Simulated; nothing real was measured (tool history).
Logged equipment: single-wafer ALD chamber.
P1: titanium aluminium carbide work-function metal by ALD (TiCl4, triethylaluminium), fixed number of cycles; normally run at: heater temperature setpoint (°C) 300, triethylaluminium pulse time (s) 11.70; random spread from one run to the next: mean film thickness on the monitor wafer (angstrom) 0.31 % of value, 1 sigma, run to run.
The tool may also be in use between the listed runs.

| run | hour | heater temperature setpoint (°C) | triethylaluminium pulse time (s) | hours since the last thermocouple change | hours since the last triethylaluminium bottle change | mean film thickness on the monitor wafer (angstrom) |
|---|---|---|---|---|---|---|
| 1 | 11.9 | 300 | 11.70 | 1244.2 | 424.6 | 20.121 |
| 2 | 20.1 | 324 | 11.70 | 1252.4 | 432.8 | 22.346 |
| 3 | 29.1 | 300 | 16.45 | 1261.4 | 441.8 | 20.400 |
| 4 | 40.2 | 300 | 11.70 | 1272.5 | 452.9 | 20.186 |
| 5 | 49.9 | 277 | 11.70 | 1282.2 | 462.6 | 18.101 |
| 6 | 56.3 | 300 | 11.70 | 1288.6 | 469.0 | 20.102 |
| 7 | 61.9 | 288 | 16.42 | 1294.2 | 474.6 | 19.366 |
| 8 | 69.2 | 300 | 5.96 | 1301.5 | 481.9 | 17.921 |
| 9 | 77.7 | 300 | 11.70 | 1310.0 | 490.4 | 20.279 |
| 10 | 85.8 | 300 | 11.70 | 1318.1 | 498.5 | 20.119 |
| 11 | 97.6 | 279 | 18.51 | 1329.9 | 510.3 | 18.702 |
| 12 | 105.1 | 300 | 11.70 | 1337.4 | 517.8 | 20.118 |
| 13 | 114.2 | 300 | 11.70 | 1346.5 | 526.9 | 20.173 |
| 14 | 121.3 | 300 | 11.70 | 1353.6 | 534.0 | 19.990 |
| 15 | 131.3 | 300 | 11.70 | 1363.6 | 544.0 | 19.992 |
| 16 | 141.1 | 300 | 11.70 | 1373.4 | 553.8 | 19.916 |
| 17 | 150.4 | 300 | 11.70 | 1382.7 | 563.1 | 19.906 |
| 18 | 160.6 | 300 | 11.70 | 1392.9 | 573.3 | 19.794 |
| 19 | 170.8 | 300 | 11.70 | 1403.1 | 583.5 | 19.844 |
| 20 | 180.6 | 300 | 11.70 | 1412.9 | 593.3 | 19.800 |
| 21 | 190.5 | 300 | 11.70 | 1422.8 | 603.2 | 19.779 |
| 22 | 198.5 | 300 | 11.70 | 1430.8 | 611.2 | 19.836 |

P1 has crept away from where it was. The log is fitted equally well by each of these 2 causes, at the sizes shown:
A: wafer temperature below the value expected at the setpoint (K) = 4.64
B: triethylaluminium dose below that of a fresh bottle (%) = 18.6
At approximately hour 114.2, the process output began to creep.

Listed below are the offered check runs, one wafer per run, with question marks in place of results. For which of them would the causes give clearly different outcomes?
| check 1 | 206.5 | 283 | 11.70 |  |  | ? |
| check 2 | 206.5 | 322 | 11.70 |  |  | ? |
| check 3 | 206.5 | 300 | 6.81 |  |  | ? |
| check 4 | 206.5 | 321 | 11.70 |  |  | ? |

How each check would come out, cause by cause:
| check | result | if A | if B |
|---|---|---|---|
| check 1 | mean film thickness on the monitor wafer (angstrom) | 18.291 | 18.314 |
| check 2 | mean film thickness on the monitor wafer (angstrom) | 21.701 | 21.668 |
| check 3 | mean film thickness on the monitor wafer (angstrom) | 18.197 | 17.496 |
| check 4 | mean film thickness on the monitor wafer (angstrom) | 21.612 | 21.581 |
Smallest distance between any two causes, each pair judged by its most separating result, in per cent: check 1 0.12 %; check 2 0.15 %; check 3 3.93 %; check 4 0.14 %
Check 3 tells the causes apart: in the others they would give nearly the same result.

Here is what check 3 returned: mean film thickness on the monitor wafer (angstrom) 18.236. Which cause is it?

Of the candidate causes, it is A: wafer temperature below the value expected at the setpoint (K).
